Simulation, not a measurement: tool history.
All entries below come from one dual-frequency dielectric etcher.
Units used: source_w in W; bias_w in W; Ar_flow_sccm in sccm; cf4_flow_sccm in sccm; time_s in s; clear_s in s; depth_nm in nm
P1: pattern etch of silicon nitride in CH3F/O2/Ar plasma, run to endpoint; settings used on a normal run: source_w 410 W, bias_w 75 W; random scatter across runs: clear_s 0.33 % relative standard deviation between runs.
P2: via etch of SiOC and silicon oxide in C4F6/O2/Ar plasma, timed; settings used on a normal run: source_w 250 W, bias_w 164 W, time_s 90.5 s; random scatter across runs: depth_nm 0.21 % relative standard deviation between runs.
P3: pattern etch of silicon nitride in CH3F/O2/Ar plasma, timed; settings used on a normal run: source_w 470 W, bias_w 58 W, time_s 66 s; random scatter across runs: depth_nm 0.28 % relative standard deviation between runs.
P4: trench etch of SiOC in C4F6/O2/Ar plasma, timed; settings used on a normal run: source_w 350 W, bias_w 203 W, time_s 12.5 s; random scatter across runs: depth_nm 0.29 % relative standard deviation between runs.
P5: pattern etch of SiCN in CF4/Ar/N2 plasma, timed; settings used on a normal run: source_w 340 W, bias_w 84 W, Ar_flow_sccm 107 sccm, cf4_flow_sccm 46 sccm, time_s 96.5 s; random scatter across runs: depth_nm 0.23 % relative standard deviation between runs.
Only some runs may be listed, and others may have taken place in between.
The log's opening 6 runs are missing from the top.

run	hour	process	source_w	bias_w	Ar_flow_sccm	cf4_flow_sccm	time_s	clear_s	depth_nm
7	64.5	P1	520	97				35.55	
8	73.3	P1	410	75				42.463	
9	81.8	P1	410	75				42.772	
10	93.1	P3	470	73			66		49.776
11	105.6	P4	350	203			12.5		25.338
12	112.2	P1	550	75				38.314	
# hour 122.4: source power generator calibrated
13	124.4	P2	250	133			90.5		74.907
14	135.8	P2	250	164			61.5		54.44
15	146.8	P5	340	84	107	46	125.5		83.606
16	160.2	P4	350	203			19		38.71
17	169	P2	250	164			90.5		80.173
18	176.9	P1	410	50				49.067	
19	188.2	P2	200	164			90.5		73.844
20	199	P1	410	75				42.845	
21	205.5	P3	470	58			66		45.96
22	217.5	P3	660	58			66		52.368
23	229.3	P5	340	55	107	46	96.5		54.796
24	242.6	P5	340	84	107	31	96.5		60.633

Forecast run 25:
25	254	P5	410	84	107	46	96.5		?

{"run 25": {"depth_nm": 75.509}}

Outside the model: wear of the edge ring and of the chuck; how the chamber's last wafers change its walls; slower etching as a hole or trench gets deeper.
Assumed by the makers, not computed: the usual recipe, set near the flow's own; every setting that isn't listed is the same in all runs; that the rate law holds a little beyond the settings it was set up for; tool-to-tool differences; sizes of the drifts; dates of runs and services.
